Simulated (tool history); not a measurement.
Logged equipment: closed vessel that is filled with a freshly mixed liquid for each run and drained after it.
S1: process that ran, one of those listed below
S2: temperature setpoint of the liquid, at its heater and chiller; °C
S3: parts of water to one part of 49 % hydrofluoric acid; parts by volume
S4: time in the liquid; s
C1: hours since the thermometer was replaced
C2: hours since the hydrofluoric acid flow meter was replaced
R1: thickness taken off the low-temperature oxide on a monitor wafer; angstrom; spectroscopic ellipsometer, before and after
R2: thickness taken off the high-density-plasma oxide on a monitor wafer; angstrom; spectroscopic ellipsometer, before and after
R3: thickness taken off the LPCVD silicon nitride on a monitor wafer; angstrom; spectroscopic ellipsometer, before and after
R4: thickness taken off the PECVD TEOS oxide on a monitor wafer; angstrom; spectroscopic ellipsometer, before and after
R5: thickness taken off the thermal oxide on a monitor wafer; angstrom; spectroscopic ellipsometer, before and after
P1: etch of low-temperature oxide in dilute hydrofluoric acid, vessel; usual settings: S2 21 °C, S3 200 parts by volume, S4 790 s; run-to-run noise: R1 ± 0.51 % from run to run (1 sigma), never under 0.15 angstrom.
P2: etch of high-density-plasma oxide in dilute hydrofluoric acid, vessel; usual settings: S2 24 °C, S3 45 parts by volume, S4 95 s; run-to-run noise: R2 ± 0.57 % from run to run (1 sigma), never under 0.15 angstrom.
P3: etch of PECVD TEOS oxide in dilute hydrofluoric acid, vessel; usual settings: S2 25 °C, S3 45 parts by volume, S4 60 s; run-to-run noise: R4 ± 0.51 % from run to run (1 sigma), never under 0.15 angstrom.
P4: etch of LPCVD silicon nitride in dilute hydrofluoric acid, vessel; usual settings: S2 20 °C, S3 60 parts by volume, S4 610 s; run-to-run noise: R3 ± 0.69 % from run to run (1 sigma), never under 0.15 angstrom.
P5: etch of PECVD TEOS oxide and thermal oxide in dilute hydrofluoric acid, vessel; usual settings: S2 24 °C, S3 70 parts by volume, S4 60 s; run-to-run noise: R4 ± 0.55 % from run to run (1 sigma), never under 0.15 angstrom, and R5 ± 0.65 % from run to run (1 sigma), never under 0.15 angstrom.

{"run": 1, "hour": 16.6, "S1": "P1", "S2": 21, "S3": 200, "S4": 790, "C1": 1822.9, "C2": 1583, "R1": 604.95}
{"run": 2, "hour": 30.1, "S1": "P1", "S2": 21, "S3": 200, "S4": 790, "C1": 1836.4, "C2": 1596.5, "R1": 603.15}
{"run": 3, "hour": 47.4, "S1": "P1", "S2": 17, "S3": 285, "S4": 790, "C1": 1853.7, "C2": 1613.8, "R1": 337.25}
{"run": 4, "hour": 64.2, "S1": "P2", "S2": 30.5, "S3": 45, "S4": 95, "C1": 1870.5, "C2": 1630.6, "R2": 212.63}
{"run": 5, "hour": 83.1, "S1": "P4", "S2": 20, "S3": 20, "S4": 610, "C1": 1889.4, "C2": 1649.5, "R3": 117.05}
{"hour": 85.6, "done": "hydrofluoric acid flow meter replaced"}
{"run": 6, "hour": 95.1, "S1": "P1", "S2": 21, "S3": 55, "S4": 790, "C1": 1901.4, "C2": 9.6, "R1": 2559.7}
{"run": 7, "hour": 110.9, "S1": "P5", "S2": 32, "S3": 70, "S4": 60, "C1": 1917.2, "C2": 25.4, "R4": 246.7, "R5": 61.401}
{"run": 8, "hour": 123.5, "S1": "P1", "S2": 21, "S3": 200, "S4": 1270, "C1": 1929.8, "C2": 38, "R1": 967.47}
{"run": 9, "hour": 134.8, "S1": "P3", "S2": 25, "S3": 75, "S4": 60, "C1": 1941.1, "C2": 49.3, "R4": 84.14}
{"run": 10, "hour": 145.4, "S1": "P2", "S2": 24, "S3": 45, "S4": 145, "C1": 1951.7, "C2": 59.9, "R2": 251.12}
{"run": 11, "hour": 159.4, "S1": "P3", "S2": 25, "S3": 45, "S4": 60, "C1": 1965.7, "C2": 73.9, "R4": 145.45}
{"run": 12, "hour": 172.8, "S1": "P3", "S2": 25, "S3": 45, "S4": 60, "C1": 1979.1, "C2": 87.3, "R4": 147.34}
{"run": 13, "hour": 191.7, "S1": "P1", "S2": 24.5, "S3": 200, "S4": 790, "C1": 1998, "C2": 106.2, "R1": 688.02}
{"run": 14, "hour": 201.7, "S1": "P1", "S2": 17, "S3": 200, "S4": 790, "C1": 2008, "C2": 116.2, "R1": 513.52}
{"run": 15, "hour": 219.6, "S1": "P3", "S2": 25, "S3": 45, "S4": 30, "C1": 2025.9, "C2": 134.1, "R4": 73.833}
{"run": 16, "hour": 228.7, "S1": "P3", "S2": 18.5, "S3": 45, "S4": 60, "C1": 2035, "C2": 143.2, "R4": 112.44}
{"run": 17, "hour": 245.7, "S1": "P4", "S2": 20, "S3": 60, "S4": 610, "C1": 2052, "C2": 160.2, "R3": 40.297}
{"run": 18, "hour": 254.4, "S1": "P1", "S2": 21, "S3": 200, "S4": 790, "C1": 2060.7, "C2": 168.9, "R1": 601.74}
{"run": 19, "hour": 270.9, "S1": "P5", "S2": 24, "S3": 95, "S4": 60, "C1": 2077.2, "C2": 185.4, "R4": 127.14, "R5": 32.401}
{"run": 20, "hour": 289.2, "S1": "P1", "S2": 21, "S3": 330, "S4": 790, "C1": 2095.5, "C2": 203.7, "R1": 325.5}
{"run": 21, "hour": 303.7, "S1": "P5", "S2": 24, "S3": 70, "S4": 60, "C1": 2110, "C2": 218.2, "R4": 182.03, "R5": 45.288}
{"run": 22, "hour": 312.2, "S1": "P2", "S2": 24, "S3": 45, "S4": 95, "C1": 2118.5, "C2": 226.7, "R2": 164.09}
{"run": 23, "hour": 329.6, "S1": "P4", "S2": 20, "S3": 60, "S4": 95, "C1": 2135.9, "C2": 244.1, "R3": 6.0509}
{"run": 24, "hour": 344.2, "S1": "P5", "S2": 24, "S3": 70, "S4": 110, "C1": 2150.5, "C2": 258.7, "R4": 332.42, "R5": 82.943}
{"run": 25, "hour": 352.5, "S1": "P5", "S2": 24, "S3": 70, "S4": 60, "C1": 2158.8, "C2": 267, "R4": 182, "R5": 45.606}
{"run": 26, "hour": 363.6, "S1": "P1", "S2": 21, "S3": 200, "S4": 220, "C1": 2169.9, "C2": 278.1, "R1": 167.22}
{"run": 27, "hour": 377.8, "S1": "P1", "S2": 21, "S3": 200, "S4": 790, "C1": 2184.1, "C2": 292.3, "R1": 600.38}
{"run": 28, "hour": 391.6, "S1": "P1", "S2": 21, "S3": 200, "S4": 790, "C1": 2197.9, "C2": 306.1, "R1": 604.56}
{"run": 29, "hour": 401.1, "S1": "P1", "S2": 21, "S3": 200, "S4": 790, "C1": 2207.4, "C2": 315.6, "R1": 600.71}
{"run": 30, "hour": 419.1, "S1": "P2", "S2": 24, "S3": 65, "S4": 95, "C1": 2225.4, "C2": 333.6, "R2": 110.73}
{"run": 31, "hour": 430.1, "S1": "P1", "S2": 17, "S3": 200, "S4": 340, "C1": 2236.4, "C2": 344.6, "R1": 222.08}
{"run": 32, "hour": 438.8, "S1": "P4", "S2": 24.5, "S3": 60, "S4": 610, "C1": 2245.1, "C2": 353.3, "R3": 54.902}
{"run": 33, "hour": 456.6, "S1": "P1", "S2": 21, "S3": 200, "S4": 790, "C1": 2262.9, "C2": 371.1, "R1": 597.71}
{"run": 34, "hour": 474.5, "S1": "P1", "S2": 21, "S3": 200, "S4": 790, "C1": 2280.8, "C2": 389, "R1": 625.17}
{"run": 35, "hour": 486.6, "S1": "P1", "S2": 21, "S3": 200, "S4": 790, "C1": 2292.9, "C2": 401.1, "R1": 633.34}
{"run": 36, "hour": 501.2, "S1": "P1", "S2": 21, "S3": 200, "S4": 790, "C1": 2307.5, "C2": 415.7, "R1": 643.99}
{"run": 37, "hour": 509.9, "S1": "P1", "S2": 21, "S3": 200, "S4": 790, "C1": 2316.2, "C2": 424.4, "R1": 653.06}
{"run": 38, "hour": 518.7, "S1": "P1", "S2": 21, "S3": 200, "S4": 790, "C1": 2325, "C2": 433.2, "R1": 642.67}
{"run": 39, "hour": 536.0, "S1": "P1", "S2": 21, "S3": 200, "S4": 790, "C1": 2342.3, "C2": 450.5, "R1": 654.04}
{"run": 40, "hour": 546.1, "S1": "P1", "S2": 21, "S3": 200, "S4": 790, "C1": 2352.4, "C2": 460.6, "R1": 653.1}
{"run": 41, "hour": 563.3, "S1": "P1", "S2": 21, "S3": 200, "S4": 790, "C1": 2369.6, "C2": 477.8, "R1": 655.31}
{"run": 42, "hour": 579.4, "S1": "P1", "S2": 21, "S3": 200, "S4": 790, "C1": 2385.7, "C2": 493.9, "R1": 656.1}

Something has made what P1 gives creep away from where it was; the 2 causes below, each at its own stated size, fit the log equally well:
A: liquid hotter than its thermometer reads (K) = 2.33
B: hydrofluoric acid flow above the setpoint (%) = 7.62
Onset of the creep was near hour 456.6.

Consider the 4 single-wafer check runs listed below, results given as question marks: which one distinguishes between the causes by giving clearly different results for each?
{"run": "check 1", "hour": 595.5, "S1": "P4", "S2": 24.5, "S3": 20, "S4": 610, "R3": "?"}
{"run": "check 2", "hour": 595.5, "S1": "P5", "S2": 32, "S3": 70, "S4": 110, "R4": "?", "R5": "?"}
{"run": "check 3", "hour": 595.5, "S1": "P3", "S2": 25, "S3": 70, "S4": 60, "R4": "?"}
{"run": "check 4", "hour": 595.5, "S1": "P2", "S2": 28.5, "S3": 55, "S4": 95, "R2": "?"}

Outcome of each check run for each possible cause:
check=check_1 result=R3 if_A=187.38 if_B=171.63
check=check_2 result=R4 if_A=495.16 if_B=492.16
check=check_2 result=R5 if_A=123.39 if_B=122.64
check=check_3 result=R4 if_A=100.32 if_B=99.062
check=check_4 result=R2 if_A=174.6 if_B=172.49
Distance between the nearest two causes, measured in the result of the check that separates them most: check 1 8.78 %; check 2 0.61 %; check 3 1.26 %; check 4 1.22 %
The other checks would show nearly matching results whichever cause is true, so check 1 is the only one that separates the causes.

Running check 1 produced the following: R3 187.91 angstrom. Which one of the listed causes fits?

A is the cause: liquid hotter than its thermometer reads (K).
